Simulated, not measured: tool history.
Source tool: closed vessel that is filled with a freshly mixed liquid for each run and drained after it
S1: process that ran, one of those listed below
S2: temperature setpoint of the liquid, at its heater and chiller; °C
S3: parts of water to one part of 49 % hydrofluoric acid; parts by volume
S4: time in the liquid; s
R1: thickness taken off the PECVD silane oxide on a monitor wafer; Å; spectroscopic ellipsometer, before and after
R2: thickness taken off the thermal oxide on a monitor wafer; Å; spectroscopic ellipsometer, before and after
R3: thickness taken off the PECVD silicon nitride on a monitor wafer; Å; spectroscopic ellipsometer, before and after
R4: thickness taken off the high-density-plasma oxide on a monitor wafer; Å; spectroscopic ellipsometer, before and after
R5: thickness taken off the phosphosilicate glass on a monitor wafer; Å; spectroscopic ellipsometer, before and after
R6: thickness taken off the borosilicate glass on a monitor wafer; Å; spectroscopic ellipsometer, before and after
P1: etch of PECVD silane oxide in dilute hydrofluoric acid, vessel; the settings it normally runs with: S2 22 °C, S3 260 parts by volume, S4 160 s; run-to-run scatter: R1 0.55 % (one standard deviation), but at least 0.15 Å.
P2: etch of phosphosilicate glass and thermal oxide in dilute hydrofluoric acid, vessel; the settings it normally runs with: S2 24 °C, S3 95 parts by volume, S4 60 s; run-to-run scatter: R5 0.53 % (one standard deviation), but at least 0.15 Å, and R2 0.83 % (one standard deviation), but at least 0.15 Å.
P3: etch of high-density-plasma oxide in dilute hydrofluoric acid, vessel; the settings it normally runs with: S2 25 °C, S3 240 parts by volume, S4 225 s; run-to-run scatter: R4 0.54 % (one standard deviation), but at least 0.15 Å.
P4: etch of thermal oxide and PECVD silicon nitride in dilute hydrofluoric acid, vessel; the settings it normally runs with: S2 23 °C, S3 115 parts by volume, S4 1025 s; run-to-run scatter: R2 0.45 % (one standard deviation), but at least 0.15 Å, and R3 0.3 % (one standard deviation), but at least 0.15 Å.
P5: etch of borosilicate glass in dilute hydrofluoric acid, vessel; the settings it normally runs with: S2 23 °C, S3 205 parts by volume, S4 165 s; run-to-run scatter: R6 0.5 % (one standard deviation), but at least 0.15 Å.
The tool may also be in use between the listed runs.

run 1 hour=7.1 | S1=P1 S2=22 S3=260 S4=160 | R1=108.06
run 2 hour=15.1 | S1=P4 S2=18.5 S3=115 S4=1025 | R2=325.46 R3=326.63
run 3 hour=25 | S1=P3 S2=25 S3=150 S4=225 | R4=125.82
run 4 hour=33.5 | S1=P3 S2=17 S3=240 S4=225 | R4=52.502
run 5 hour=45.5 | S1=P1 S2=22 S3=260 S4=160 | R1=108.16
run 6 hour=54.6 | S1=P4 S2=23 S3=35 S4=1025 | R2=1407 R3=1416.3
run 7 hour=61.3 | S1=P1 S2=22 S3=260 S4=160 | R1=108.02
run 8 hour=69.3 | S1=P1 S2=22 S3=410 S4=160 | R1=60.215
run 9 hour=79.5 | S1=P2 S2=24 S3=155 S4=60 | R2=17.298 R5=257.07
run 10 hour=90.7 | S1=P2 S2=32 S3=95 S4=60 | R2=40.726 R5=614.72
run 11 hour=96.5 | S1=P5 S2=23 S3=310 S4=165 | R6=131.26
run 12 hour=107.6 | S1=P2 S2=24 S3=95 S4=105 | R2=52.064 R5=781.65
run 13 hour=113.5 | S1=P4 S2=23 S3=115 S4=1025 | R2=390.13 R3=441.75
run 14 hour=126.2 | S1=P1 S2=22 S3=120 S4=160 | R1=271.13
run 15 hour=134.1 | S1=P1 S2=22 S3=440 S4=60 | R1=20.425
run 16 hour=145.8 | S1=P1 S2=22 S3=260 S4=30 | R1=20.361
run 17 hour=156.3 | S1=P4 S2=23 S3=115 S4=1025 | R2=387.99 R3=444.82
run 18 hour=168.2 | S1=P5 S2=23 S3=205 S4=30 | R6=40.576
run 19 hour=176.3 | S1=P4 S2=23 S3=115 S4=1725 | R2=654.29 R3=745
run 20 hour=182.3 | S1=P5 S2=23 S3=205 S4=165 | R6=222.02
run 21 hour=193.2 | S1=P3 S2=25 S3=240 S4=55 | R4=17.37
run 22 hour=205.9 | S1=P5 S2=27.5 S3=205 S4=165 | R6=260.69
run 23 hour=218.3 | S1=P1 S2=27.5 S3=260 S4=160 | R1=130.37
run 24 hour=230.6 | S1=P1 S2=22 S3=260 S4=160 | R1=107.79
run 25 hour=243 | S1=P1 S2=22 S3=260 S4=160 | R1=109.42
run 26 hour=251.2 | S1=P1 S2=18 S3=260 S4=160 | R1=93.873
run 27 hour=259 | S1=P3 S2=25 S3=240 S4=225 | R4=70.507
run 28 hour=267.2 | S1=P1 S2=22 S3=260 S4=315 | R1=214.78
run 29 hour=279.7 | S1=P2 S2=24 S3=95 S4=60 | R2=30.167 R5=450.57
run 30 hour=291.7 | S1=P2 S2=24 S3=95 S4=60 | R2=30.517 R5=452.72
run 31 hour=301.8 | S1=P1 S2=22 S3=260 S4=160 | R1=108.2
run 32 hour=311.8 | S1=P1 S2=22 S3=260 S4=160 | R1=106.4
run 33 hour=318.6 | S1=P1 S2=22 S3=260 S4=160 | R1=104.24
run 34 hour=327.9 | S1=P1 S2=22 S3=260 S4=160 | R1=102.9
run 35 hour=338.1 | S1=P1 S2=22 S3=260 S4=160 | R1=101.98
run 36 hour=347.2 | S1=P1 S2=22 S3=260 S4=160 | R1=103.13
run 37 hour=353.5 | S1=P1 S2=22 S3=260 S4=160 | R1=102.42
run 38 hour=364.4 | S1=P1 S2=22 S3=260 S4=160 | R1=102.13
run 39 hour=372.2 | S1=P1 S2=22 S3=260 S4=160 | R1=102.36

What P1 gives has crept off from where it sat before. The 2 causes that follow fit the log equally well, each at the size noted:
A: liquid colder than its thermometer reads (K) = 1.74
B: hydrofluoric acid flow below the setpoint (%) = 4.95
The process output started creeping at around hour 301.8.

Consider the 4 single-wafer check runs listed below, results given as question marks: which one distinguishes between the causes by giving clearly different results for each?
run check 1 hour=380 | S1=P4 S2=23 S3=115 S4=1025 | R2=? R3=?
run check 2 hour=380 | S1=P3 S2=25 S3=240 S4=225 | R4=?
run check 3 hour=380 | S1=P5 S2=23 S3=205 S4=165 | R6=?
run check 4 hour=380 | S1=P2 S2=24 S3=95 S4=60 | R2=? R5=?

Predicted outcomes, by check and by cause:
check=check_1 result=R2 if_A=362.09 if_B=366.33
check=check_1 result=R3 if_A=393.17 if_B=419.87
check=check_2 result=R4 if_A=66.459 if_B=66.375
check=check_3 result=R6 if_A=208.14 if_B=208.89
check=check_4 result=R2 if_A=28.181 if_B=28.545
check=check_4 result=R5 if_A=420.75 if_B=426.18
Distance between the nearest two causes, measured in the result of the check that separates them most: check 1 6.57 %; check 2 0.13 %; check 3 0.36 %; check 4 1.28 %
Check 1 is the one run that separates the causes; every other check would come out nearly the same whichever cause is at work.

Here is what check 1 returned: R2 361.81 Å; R3 394.27 Å. Which cause is it?

It is A: liquid colder than its thermometer reads (K).
